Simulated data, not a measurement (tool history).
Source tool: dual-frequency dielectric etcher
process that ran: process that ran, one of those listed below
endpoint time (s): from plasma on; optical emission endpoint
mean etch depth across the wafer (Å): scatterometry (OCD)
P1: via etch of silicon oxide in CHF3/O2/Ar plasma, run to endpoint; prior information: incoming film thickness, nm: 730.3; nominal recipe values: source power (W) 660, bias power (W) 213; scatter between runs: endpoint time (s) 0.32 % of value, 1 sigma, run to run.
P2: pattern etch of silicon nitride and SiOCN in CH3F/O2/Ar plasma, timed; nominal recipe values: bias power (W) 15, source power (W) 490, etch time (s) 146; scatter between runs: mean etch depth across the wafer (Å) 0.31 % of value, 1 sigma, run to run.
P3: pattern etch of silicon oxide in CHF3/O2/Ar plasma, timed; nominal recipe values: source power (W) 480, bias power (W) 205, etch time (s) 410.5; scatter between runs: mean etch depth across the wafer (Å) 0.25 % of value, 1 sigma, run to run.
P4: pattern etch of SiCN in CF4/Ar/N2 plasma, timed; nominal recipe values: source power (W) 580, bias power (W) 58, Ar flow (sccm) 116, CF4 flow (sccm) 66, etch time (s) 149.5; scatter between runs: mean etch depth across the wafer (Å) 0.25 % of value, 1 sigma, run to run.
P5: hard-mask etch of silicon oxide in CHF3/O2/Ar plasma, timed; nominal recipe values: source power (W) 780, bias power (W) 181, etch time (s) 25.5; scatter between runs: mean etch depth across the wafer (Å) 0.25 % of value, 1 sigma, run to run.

run	hour	process that ran	source power (W)	bias power (W)	etch time (s)	Ar flow (sccm)	CF4 flow (sccm)	endpoint time (s)	mean etch depth across the wafer (Å)
1	3	P1	660	213				332.98	
2	6.9	P1	660	213				335.65	
3	10	P5	780	181	25.5				567.39
4	13.3	P5	780	181	25.5				571.35
5	17.7	P5	780	146	25.5				533.53
6	21	P2	490	15	146				175.62
7	25.2	P2	490	15	89				106.68
8	29.2	P3	280	205	410.5				6383.2
9	34.6	P3	480	135	410.5				6834.8
10	38.8	P4	700	58	149.5	116	66		1711.3
11	42.2	P4	580	58	208.5	116	66		2019.9
12	48.1	P1	440	213				391.1	
13	52.4	P1	840	213				306.4	
14	56.7	P4	580	58	149.5	116	39		1312.5
15	60.9	P4	580	58	149.5	68	66		1572.4
16	66.4	P5	780	181	19.5				437.37
17	70.5	P1	660	143				383.06	
18	75	P2	490	9	146				145.76
19	79.7	P1	660	213				334.18	
20	85.5	P5	480	181	25.5				473.98
21	88.4	P1	660	213				334.24	
22	93.1	P1	530	274				334.47	

What does the tool deliver on the next run?
23	98.2	P3	480	205	578				?

{"run 23": {"mean etch depth across the wafer (Å)": 11059}}
